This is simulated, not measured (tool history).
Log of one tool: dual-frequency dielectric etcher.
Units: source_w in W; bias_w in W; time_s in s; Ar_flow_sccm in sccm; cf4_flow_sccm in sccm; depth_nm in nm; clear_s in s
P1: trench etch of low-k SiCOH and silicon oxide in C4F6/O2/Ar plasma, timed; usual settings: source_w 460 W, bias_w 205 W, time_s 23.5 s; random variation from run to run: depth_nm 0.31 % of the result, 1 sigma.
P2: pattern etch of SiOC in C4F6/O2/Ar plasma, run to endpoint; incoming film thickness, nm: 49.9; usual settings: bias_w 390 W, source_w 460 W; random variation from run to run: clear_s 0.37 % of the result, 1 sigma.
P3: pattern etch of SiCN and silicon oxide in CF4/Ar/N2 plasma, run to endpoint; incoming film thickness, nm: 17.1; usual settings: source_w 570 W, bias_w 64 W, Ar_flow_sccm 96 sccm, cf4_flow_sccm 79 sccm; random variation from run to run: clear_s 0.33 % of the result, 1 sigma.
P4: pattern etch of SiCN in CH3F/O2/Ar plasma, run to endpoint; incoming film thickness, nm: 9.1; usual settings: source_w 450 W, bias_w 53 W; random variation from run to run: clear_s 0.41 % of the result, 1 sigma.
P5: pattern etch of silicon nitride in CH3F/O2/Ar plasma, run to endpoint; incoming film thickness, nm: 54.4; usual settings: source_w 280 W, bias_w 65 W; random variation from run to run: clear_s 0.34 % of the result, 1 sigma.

run 1 hour=8.3 | process=P1 source_w=460 bias_w=205 time_s=23.5 | depth_nm=78.228
run 2 hour=13.2 | process=P1 source_w=460 bias_w=205 time_s=23.5 | depth_nm=78.221
run 3 hour=19.7 | process=P1 source_w=460 bias_w=205 time_s=16.0 | depth_nm=53.333
run 4 hour=23.8 | process=P5 source_w=280 bias_w=65 | clear_s=93.134
run 5 hour=29.8 | process=P4 source_w=450 bias_w=63 | clear_s=24.297
run 6 hour=34.7 | process=P1 source_w=460 bias_w=205 time_s=33.5 | depth_nm=111.310
-- hour=39.1 wet clean of the chamber
run 7 hour=40.7 | process=P1 source_w=460 bias_w=121 time_s=23.5 | depth_nm=66.586
run 8 hour=49.3 | process=P4 source_w=450 bias_w=53 | clear_s=25.466
run 9 hour=56.7 | process=P1 source_w=290 bias_w=205 time_s=23.5 | depth_nm=65.438
run 10 hour=64.0 | process=P2 source_w=460 bias_w=390 | clear_s=17.320
run 11 hour=69.9 | process=P1 source_w=460 bias_w=205 time_s=23.5 | depth_nm=77.900
run 12 hour=76.8 | process=P5 source_w=280 bias_w=41 | clear_s=107.970
run 13 hour=81.9 | process=P1 source_w=330 bias_w=205 time_s=13.5 | depth_nm=39.395
run 14 hour=87.7 | process=P3 source_w=570 bias_w=64 Ar_flow_sccm=96 cf4_flow_sccm=102 | clear_s=16.119
run 15 hour=95.9 | process=P3 source_w=570 bias_w=64 Ar_flow_sccm=96 cf4_flow_sccm=79 | clear_s=16.717
run 16 hour=103.1 | process=P2 source_w=460 bias_w=255 | clear_s=19.896
run 17 hour=109.4 | process=P2 source_w=460 bias_w=390 | clear_s=17.236
run 18 hour=115.9 | process=P1 source_w=460 bias_w=205 time_s=23.5 | depth_nm=78.156
run 19 hour=122.2 | process=P3 source_w=570 bias_w=64 Ar_flow_sccm=58 cf4_flow_sccm=79 | clear_s=15.621
run 20 hour=128.0 | process=P1 source_w=590 bias_w=205 time_s=23.5 | depth_nm=86.178
run 21 hour=135.2 | process=P1 source_w=460 bias_w=205 time_s=23.5 | depth_nm=78.321
run 22 hour=140.4 | process=P4 source_w=560 bias_w=53 | clear_s=23.527
run 23 hour=145.3 | process=P3 source_w=570 bias_w=64 Ar_flow_sccm=96 cf4_flow_sccm=79 | clear_s=16.703
run 24 hour=150.8 | process=P1 source_w=300 bias_w=205 time_s=33.0 | depth_nm=93.358
-- hour=156.8 bias power generator calibrated
run 25 hour=159.4 | process=P3 source_w=720 bias_w=64 Ar_flow_sccm=96 cf4_flow_sccm=79 | clear_s=13.526
run 26 hour=167.9 | process=P1 source_w=590 bias_w=271 time_s=23.5 | depth_nm=94.086
run 27 hour=172.1 | process=P1 source_w=460 bias_w=205 time_s=23.5 | depth_nm=77.770
run 28 hour=178.0 | process=P3 source_w=570 bias_w=42 Ar_flow_sccm=96 cf4_flow_sccm=79 | clear_s=18.996
run 29 hour=184.4 | process=P1 source_w=460 bias_w=279 time_s=23.5 | depth_nm=86.592
run 30 hour=189.5 | process=P2 source_w=370 bias_w=390 | clear_s=18.800
run 31 hour=197.4 | process=P5 source_w=280 bias_w=65 | clear_s=92.830
run 32 hour=205.9 | process=P5 source_w=380 bias_w=65 | clear_s=82.816
run 33 hour=214.4 | process=P1 source_w=460 bias_w=205 time_s=23.5 | depth_nm=77.925
run 34 hour=221.3 | process=P1 source_w=460 bias_w=205 time_s=23.5 | depth_nm=77.973
run 35 hour=228.0 | process=P1 source_w=460 bias_w=205 time_s=23.5 | depth_nm=77.245
run 36 hour=233.4 | process=P1 source_w=460 bias_w=205 time_s=23.5 | depth_nm=77.252
run 37 hour=240.1 | process=P1 source_w=460 bias_w=205 time_s=23.5 | depth_nm=76.851
-- hour=244.2 wet clean of the chamber
run 38 hour=244.5 | process=P1 source_w=460 bias_w=205 time_s=23.5 | depth_nm=76.841
run 39 hour=252.2 | process=P1 source_w=460 bias_w=205 time_s=23.5 | depth_nm=77.094
run 40 hour=258.6 | process=P1 source_w=460 bias_w=205 time_s=23.5 | depth_nm=76.590
run 41 hour=262.8 | process=P1 source_w=460 bias_w=205 time_s=23.5 | depth_nm=77.589
run 42 hour=271.1 | process=P1 source_w=460 bias_w=205 time_s=23.5 | depth_nm=77.167

What P1 gives has crept away from where it was. These 2 causes fit the log equally well, each at the size given:
A: bias power that arrives under what is set, % = 4.77
B: source power that arrives under what is set, % = 3.96
The creep began at about hour 214.4.
Why every other cause is out:
chamber walls in a state that lowers the etch rate, %: serviced at hour 244.2, which brought nothing back

4 check runs are offered, each on 2 wafers whose results are averaged, their results left as question marks. Which one tells the causes apart?
run check 1 hour=279.4 | process=P5 source_w=360 bias_w=42 | clear_s=?
run check 2 hour=279.4 | process=P3 source_w=570 bias_w=48 Ar_flow_sccm=96 cf4_flow_sccm=101 | clear_s=?
run check 3 hour=279.4 | process=P4 source_w=520 bias_w=53 | clear_s=?
run check 4 hour=279.4 | process=P2 source_w=380 bias_w=390 | clear_s=?

What each check would give under each cause:
check=check_1 result=clear_s if_A=98.557 if_B=98.683
check=check_2 result=clear_s if_A=17.811 if_B=18.223
check=check_3 result=clear_s if_A=24.603 if_B=24.604
check=check_4 result=clear_s if_A=18.846 if_B=18.799
How far apart the two closest causes lie, in the result that separates them most: check 1 0.13 %; check 2 2.28 %; check 3 0 %; check 4 0.25 %
Only check 2 tells the causes apart: in the others they would give nearly the same result.

Check 2 was then run and gave: clear_s 17.813 s. Which cause is it?

It is A: bias power that arrives under what is set, %.
